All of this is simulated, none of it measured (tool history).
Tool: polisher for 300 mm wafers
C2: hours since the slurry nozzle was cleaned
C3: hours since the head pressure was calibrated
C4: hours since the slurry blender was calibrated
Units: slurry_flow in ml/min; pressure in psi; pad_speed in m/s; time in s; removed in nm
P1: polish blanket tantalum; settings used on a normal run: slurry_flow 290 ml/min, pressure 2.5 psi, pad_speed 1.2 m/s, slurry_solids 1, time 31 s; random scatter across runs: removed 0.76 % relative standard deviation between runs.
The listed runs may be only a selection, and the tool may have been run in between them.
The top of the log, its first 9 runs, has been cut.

run 10 hour=88.4 | slurry_flow=290 pressure=3.6 pad_speed=1.2 slurry_solids=1 time=31 | wafers_polished_on_this_pad=1122 C2=263.8 C3=805.3 C4=367.7 | removed=129.93
run 11 hour=95.3 | slurry_flow=435 pressure=2.5 pad_speed=1.2 slurry_solids=1 time=31 | wafers_polished_on_this_pad=1170 C2=270.7 C3=812.2 C4=374.6 | removed=93.875
run 12 hour=105.7 | slurry_flow=175 pressure=2.5 pad_speed=1.68 slurry_solids=1 time=31 | wafers_polished_on_this_pad=1243 C2=281.1 C3=822.6 C4=385 | removed=120.54
run 13 hour=111.5 | slurry_flow=290 pressure=2.5 pad_speed=1.2 slurry_solids=1.45 time=31 | wafers_polished_on_this_pad=1284 C2=286.9 C3=828.4 C4=390.8 | removed=99.691
run 14 hour=117 | slurry_flow=290 pressure=2.5 pad_speed=1.2 slurry_solids=1 time=48 | wafers_polished_on_this_pad=1323 C2=292.4 C3=833.9 C4=396.3 | removed=141.02
run 15 hour=124.1 | slurry_flow=290 pressure=2.5 pad_speed=1.2 slurry_solids=1 time=31 | wafers_polished_on_this_pad=1373 C2=299.5 C3=841 C4=403.4 | removed=90.738
run 16 hour=130.9 | slurry_flow=290 pressure=2.5 pad_speed=1.2 slurry_solids=1 time=31 | wafers_polished_on_this_pad=1420 C2=306.3 C3=847.8 C4=410.2 | removed=91.163
run 17 hour=141.5 | slurry_flow=290 pressure=2.5 pad_speed=1.82 slurry_solids=1 time=31 | wafers_polished_on_this_pad=1495 C2=316.9 C3=858.4 C4=420.8 | removed=139.66
run 18 hour=147.5 | slurry_flow=175 pressure=2.5 pad_speed=1.2 slurry_solids=1 time=31 | wafers_polished_on_this_pad=1537 C2=322.9 C3=864.4 C4=426.8 | removed=85.909
run 19 hour=153.5 | slurry_flow=290 pressure=2.5 pad_speed=1.2 slurry_solids=1 time=31 | wafers_polished_on_this_pad=1579 C2=328.9 C3=870.4 C4=432.8 | removed=91.803
run 20 hour=163.2 | slurry_flow=290 pressure=2.5 pad_speed=1.2 slurry_solids=1 time=31 | wafers_polished_on_this_pad=1647 C2=338.6 C3=880.1 C4=442.5 | removed=90.576
run 21 hour=173.9 | slurry_flow=290 pressure=2.5 pad_speed=1.2 slurry_solids=1 time=31 | wafers_polished_on_this_pad=1723 C2=349.3 C3=890.8 C4=453.2 | removed=87.011

Run 22, settings as shown, results not yet in. Your forecast:
run 22 hour=181.7 | slurry_flow=290 pressure=2.5 pad_speed=1.2 slurry_solids=1 time=31 | wafers_polished_on_this_pad=1777 C2=357.1 C3=898.6 C4=461 | removed=?

Run 22 gave removed 85.942 nm.
